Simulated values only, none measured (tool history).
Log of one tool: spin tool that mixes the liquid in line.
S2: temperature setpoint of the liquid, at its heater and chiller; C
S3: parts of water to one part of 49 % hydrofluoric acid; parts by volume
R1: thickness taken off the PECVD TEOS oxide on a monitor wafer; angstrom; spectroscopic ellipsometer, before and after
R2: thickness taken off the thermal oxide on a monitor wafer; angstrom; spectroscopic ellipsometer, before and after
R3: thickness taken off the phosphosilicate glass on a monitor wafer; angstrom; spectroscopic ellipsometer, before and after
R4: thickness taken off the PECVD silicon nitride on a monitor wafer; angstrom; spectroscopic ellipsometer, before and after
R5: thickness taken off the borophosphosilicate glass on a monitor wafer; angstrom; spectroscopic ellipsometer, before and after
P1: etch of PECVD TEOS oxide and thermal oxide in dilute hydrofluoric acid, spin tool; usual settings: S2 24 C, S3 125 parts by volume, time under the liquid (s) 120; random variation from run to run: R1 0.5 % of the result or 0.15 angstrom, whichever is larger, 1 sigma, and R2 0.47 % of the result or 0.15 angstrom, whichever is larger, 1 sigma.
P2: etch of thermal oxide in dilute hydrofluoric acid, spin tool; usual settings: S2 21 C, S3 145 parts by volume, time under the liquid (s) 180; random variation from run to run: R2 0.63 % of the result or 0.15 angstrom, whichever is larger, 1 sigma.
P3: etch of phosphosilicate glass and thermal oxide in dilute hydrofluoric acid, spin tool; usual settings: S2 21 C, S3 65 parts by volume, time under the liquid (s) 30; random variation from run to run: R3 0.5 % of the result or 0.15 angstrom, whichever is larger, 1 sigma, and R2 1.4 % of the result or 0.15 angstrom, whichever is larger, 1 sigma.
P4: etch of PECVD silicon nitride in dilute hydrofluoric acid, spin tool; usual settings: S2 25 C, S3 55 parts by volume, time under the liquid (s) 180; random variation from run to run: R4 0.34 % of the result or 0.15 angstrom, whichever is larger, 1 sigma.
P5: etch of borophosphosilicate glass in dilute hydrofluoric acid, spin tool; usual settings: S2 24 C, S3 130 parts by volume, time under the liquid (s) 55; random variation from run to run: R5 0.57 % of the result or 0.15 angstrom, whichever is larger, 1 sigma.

{"run": 1, "day": 0.146, "process that ran": "P1", "S2": 24, "S3": 125, "time under the liquid (s)": 120, "R1": 156.31, "R2": 44.975}
{"run": 2, "day": 0.242, "process that ran": "P3", "S2": 21, "S3": 65, "time under the liquid (s)": 30, "R2": 19.434, "R3": 449.77}
{"run": 3, "day": 0.333, "process that ran": "P4", "S2": 25, "S3": 85, "time under the liquid (s)": 180, "R4": 81.849}
{"run": 4, "day": 0.546, "process that ran": "P3", "S2": 21, "S3": 115, "time under the liquid (s)": 30, "R2": 10.541, "R3": 240.83}
{"run": 5, "day": 0.712, "process that ran": "P4", "S2": 25, "S3": 55, "time under the liquid (s)": 290, "R4": 203.92}
{"run": 6, "day": 0.838, "process that ran": "P3", "S2": 21, "S3": 65, "time under the liquid (s)": 15, "R2": 9.5626, "R3": 224.53}
{"run": 7, "day": 0.946, "process that ran": "P2", "S2": 17, "S3": 145, "time under the liquid (s)": 180, "R2": 41.601}
{"run": 8, "day": 1.042, "process that ran": "P2", "S2": 21, "S3": 45, "time under the liquid (s)": 180, "R2": 179.36}
{"run": 9, "day": 1.175, "process that ran": "P1", "S2": 24, "S3": 125, "time under the liquid (s)": 120, "R1": 155.45, "R2": 44.956}
{"run": 10, "day": 1.292, "process that ran": "P1", "S2": 24, "S3": 25, "time under the liquid (s)": 120, "R1": 885.98, "R2": 254.52}
{"run": 11, "day": 1.454, "process that ran": "P2", "S2": 21, "S3": 145, "time under the liquid (s)": 180, "R2": 49.072}
{"run": 12, "day": 1.55, "process that ran": "P1", "S2": 24, "S3": 125, "time under the liquid (s)": 120, "R1": 156.31, "R2": 44.416}
{"run": 13, "day": 1.692, "process that ran": "P1", "S2": 24, "S3": 125, "time under the liquid (s)": 120, "R1": 157.19, "R2": 44.417}
{"run": 14, "day": 1.833, "process that ran": "P5", "S2": 24, "S3": 130, "time under the liquid (s)": 55, "R5": 194.5}
{"run": 15, "day": 2.012, "process that ran": "P3", "S2": 17, "S3": 65, "time under the liquid (s)": 30, "R2": 16.916, "R3": 381.1}
{"run": 16, "day": 2.104, "process that ran": "P1", "S2": 24, "S3": 125, "time under the liquid (s)": 210, "R1": 274.64, "R2": 78.698}
{"run": 17, "day": 2.283, "process that ran": "P5", "S2": 24, "S3": 130, "time under the liquid (s)": 15, "R5": 52.437}
{"run": 18, "day": 2.4, "process that ran": "P2", "S2": 21, "S3": 145, "time under the liquid (s)": 30, "R2": 8.3145}
{"run": 19, "day": 2.567, "process that ran": "P1", "S2": 24, "S3": 125, "time under the liquid (s)": 15, "R1": 19.535, "R2": 5.568}
{"run": 20, "day": 2.708, "process that ran": "P1", "S2": 31.5, "S3": 180, "time under the liquid (s)": 120, "R1": 134.26, "R2": 38.384}
{"run": 21, "day": 2.9, "process that ran": "P5", "S2": 24, "S3": 235, "time under the liquid (s)": 55, "R5": 94.784}
{"run": 22, "day": 3.05, "process that ran": "P1", "S2": 31, "S3": 125, "time under the liquid (s)": 120, "R1": 203.16, "R2": 58.673}
{"run": 23, "day": 3.204, "process that ran": "P1", "S2": 24, "S3": 225, "time under the liquid (s)": 120, "R1": 77.824, "R2": 22.514}
{"run": 24, "day": 3.292, "process that ran": "P2", "S2": 21, "S3": 145, "time under the liquid (s)": 180, "R2": 48.97}
{"run": 25, "day": 3.454, "process that ran": "P4", "S2": 25, "S3": 55, "time under the liquid (s)": 180, "R4": 125.81}
{"run": 26, "day": 3.612, "process that ran": "P5", "S2": 18, "S3": 130, "time under the liquid (s)": 55, "R5": 152.38}
{"run": 27, "day": 3.729, "process that ran": "P1", "S2": 24, "S3": 125, "time under the liquid (s)": 120, "R1": 155.35, "R2": 45.099}
{"run": 28, "day": 3.846, "process that ran": "P1", "S2": 24, "S3": 70, "time under the liquid (s)": 205, "R1": 506.21, "R2": 145.54}
{"run": 29, "day": 4.008, "process that ran": "P1", "S2": 24, "S3": 125, "time under the liquid (s)": 120, "R1": 155.45, "R2": 44.59}
{"run": 30, "day": 4.112, "process that ran": "P1", "S2": 17.5, "S3": 125, "time under the liquid (s)": 120, "R1": 121.18, "R2": 34.362}
{"run": 31, "day": 4.267, "process that ran": "P4", "S2": 32.5, "S3": 55, "time under the liquid (s)": 180, "R4": 205.44}
{"run": 32, "day": 4.367, "process that ran": "P1", "S2": 24, "S3": 125, "time under the liquid (s)": 120, "R1": 155.27, "R2": 44.614}
{"run": 33, "day": 4.575, "process that ran": "P1", "S2": 24, "S3": 125, "time under the liquid (s)": 120, "R1": 153.63, "R2": 43.755}
{"run": 34, "day": 4.733, "process that ran": "P1", "S2": 24, "S3": 125, "time under the liquid (s)": 120, "R1": 149.99, "R2": 43.181}
{"run": 35, "day": 4.933, "process that ran": "P1", "S2": 24, "S3": 125, "time under the liquid (s)": 120, "R1": 149.96, "R2": 42.279}
{"run": 36, "day": 5.029, "process that ran": "P1", "S2": 24, "S3": 125, "time under the liquid (s)": 120, "R1": 148.59, "R2": 42.81}
{"run": 37, "day": 5.162, "process that ran": "P1", "S2": 24, "S3": 125, "time under the liquid (s)": 120, "R1": 148.79, "R2": 42.569}
{"run": 38, "day": 5.292, "process that ran": "P1", "S2": 24, "S3": 125, "time under the liquid (s)": 120, "R1": 148.26, "R2": 42.371}
{"run": 39, "day": 5.45, "process that ran": "P1", "S2": 24, "S3": 125, "time under the liquid (s)": 120, "R1": 146.06, "R2": 42.28}
{"run": 40, "day": 5.612, "process that ran": "P1", "S2": 24, "S3": 125, "time under the liquid (s)": 120, "R1": 147.61, "R2": 42.246}
{"run": 41, "day": 5.783, "process that ran": "P1", "S2": 24, "S3": 125, "time under the liquid (s)": 120, "R1": 147.44, "R2": 42.249}
{"run": 42, "day": 5.942, "process that ran": "P1", "S2": 24, "S3": 125, "time under the liquid (s)": 120, "R1": 145.91, "R2": 42.082}
{"run": 43, "day": 6.05, "process that ran": "P1", "S2": 24, "S3": 125, "time under the liquid (s)": 120, "R1": 146.43, "R2": 42.04}

What P1 gives has crept away from where it was. These 2 causes fit the log equally well, each at the size given:
A: liquid colder than its thermometer reads (K) = 1.63
B: hydrofluoric acid flow below the setpoint (%) = 5.38
The creep began at about day 4.367.

4 check runs are offered, one wafer each, their results left as question marks. Which one tells the causes apart?
{"run": "check 1", "day": 6.158, "process that ran": "P4", "S2": 32.5, "S3": 55, "time under the liquid (s)": 180, "R4": "?"}
{"run": "check 2", "day": 6.158, "process that ran": "P5", "S2": 24, "S3": 210, "time under the liquid (s)": 55, "R5": "?"}
{"run": "check 3", "day": 6.158, "process that ran": "P2", "S2": 21, "S3": 65, "time under the liquid (s)": 75, "R2": "?"}
{"run": "check 4", "day": 6.158, "process that ran": "P3", "S2": 21, "S3": 95, "time under the liquid (s)": 30, "R2": "?", "R3": "?"}

What each check would give under each cause:
check=check_1 result=R4 if_A=184.6 if_B=193.73
check=check_2 result=R5 if_A=102.35 if_B=101.58
check=check_3 result=R2 if_A=46.713 if_B=47.116
check=check_4 result=R2 if_A=12.071 if_B=12.139
check=check_4 result=R3 if_A=278.61 if_B=280.17
How far apart the two closest causes lie, in the result that separates them most: check 1 4.83 %; check 2 0.75 %; check 3 0.86 %; check 4 0.56 %
Only check 1 tells the causes apart: in the others they would give nearly the same result.

Then check 1 was run and gave: R4 193.46 angstrom. Which cause is it?

It is B: hydrofluoric acid flow below the setpoint (%).
